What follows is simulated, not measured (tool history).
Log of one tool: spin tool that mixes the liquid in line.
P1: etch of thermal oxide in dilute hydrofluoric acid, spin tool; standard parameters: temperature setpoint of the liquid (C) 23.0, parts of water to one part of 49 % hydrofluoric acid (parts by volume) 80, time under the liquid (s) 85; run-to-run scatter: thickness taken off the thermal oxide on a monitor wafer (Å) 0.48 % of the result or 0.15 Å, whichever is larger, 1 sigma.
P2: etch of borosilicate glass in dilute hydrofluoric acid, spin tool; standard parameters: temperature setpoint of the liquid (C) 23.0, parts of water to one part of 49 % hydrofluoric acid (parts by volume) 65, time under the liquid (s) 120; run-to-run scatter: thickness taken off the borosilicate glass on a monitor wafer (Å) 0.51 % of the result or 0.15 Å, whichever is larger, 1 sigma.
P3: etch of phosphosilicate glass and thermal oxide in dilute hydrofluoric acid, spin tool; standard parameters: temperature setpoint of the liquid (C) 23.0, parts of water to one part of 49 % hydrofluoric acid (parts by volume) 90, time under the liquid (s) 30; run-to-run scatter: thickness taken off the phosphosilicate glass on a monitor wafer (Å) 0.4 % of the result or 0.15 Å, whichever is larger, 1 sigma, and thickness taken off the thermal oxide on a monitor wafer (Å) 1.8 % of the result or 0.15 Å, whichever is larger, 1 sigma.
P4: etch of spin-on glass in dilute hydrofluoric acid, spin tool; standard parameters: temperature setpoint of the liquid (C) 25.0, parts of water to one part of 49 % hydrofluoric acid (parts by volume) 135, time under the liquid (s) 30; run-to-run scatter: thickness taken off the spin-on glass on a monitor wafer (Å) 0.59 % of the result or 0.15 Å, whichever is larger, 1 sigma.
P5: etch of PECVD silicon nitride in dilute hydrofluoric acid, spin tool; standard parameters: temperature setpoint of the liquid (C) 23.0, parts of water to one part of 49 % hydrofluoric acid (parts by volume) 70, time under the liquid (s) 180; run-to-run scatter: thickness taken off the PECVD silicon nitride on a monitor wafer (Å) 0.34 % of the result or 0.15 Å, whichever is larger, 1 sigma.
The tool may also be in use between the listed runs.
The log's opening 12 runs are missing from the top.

run,hour,process that ran,temperature setpoint of the liquid (C),parts of water to one part of 49 % hydrofluoric acid (parts by volume),time under the liquid (s),hours since the thermometer was replaced,hours since the hydrofluoric acid flow meter was replaced,thickness taken off the thermal oxide on a monitor wafer (Å),thickness taken off the spin-on glass on a monitor wafer (Å),thickness taken off the phosphosilicate glass on a monitor wafer (Å),thickness taken off the PECVD silicon nitride on a monitor wafer (Å),thickness taken off the borosilicate glass on a monitor wafer (Å)
13,131.5,P5,23.0,70,40,779.3,725.9,,,,29.841,
14,139.5,P2,23.0,110,120,787.3,733.9,,,,,217.10
15,149.7,P1,29.5,25,85,797.5,744.1,207.280,,,,
16,155.7,P1,23.0,25,85,803.5,750.1,158.820,,,,
17,164.9,P4,25.0,135,30,812.7,759.3,,54.595,,,
18,175.0,P1,19.0,80,120,822.8,769.4,54.661,,,,
19,186.9,P2,28.5,65,120,834.7,781.3,,,,,486.93
20,195.0,P5,23.0,35,180,842.8,789.4,,,,263.550,
21,208.0,P1,23.0,80,85,855.8,802.4,45.636,,,,
22,217.9,P1,23.0,80,85,865.7,812.3,45.406,,,,
23,223.8,P3,23.0,90,50,871.6,818.2,24.286,,839.39,,
24,231.1,P2,23.0,65,210,878.9,825.5,,,,,680.31
25,241.6,P1,23.0,80,165,889.4,836.0,89.086,,,,
26,248.6,P1,23.0,80,85,896.4,843.0,45.742,,,,
27,254.9,P1,23.0,80,20,902.7,849.3,10.975,,,,
28,268.2,P1,19.0,140,85,916.0,862.6,20.847,,,,
29,275.4,P1,29.5,80,85,923.2,869.8,58.801,,,,
30,282.8,P4,25.0,135,30,930.6,877.2,,55.304,,,
31,295.4,P1,23.0,80,85,943.2,889.8,46.054,,,,

Run 32 comes next. What will it give?
32,303.9,P1,23.0,120,85,951.7,898.3,?,,,,

thickness taken off the thermal oxide on a monitor wafer (Å): 28.947

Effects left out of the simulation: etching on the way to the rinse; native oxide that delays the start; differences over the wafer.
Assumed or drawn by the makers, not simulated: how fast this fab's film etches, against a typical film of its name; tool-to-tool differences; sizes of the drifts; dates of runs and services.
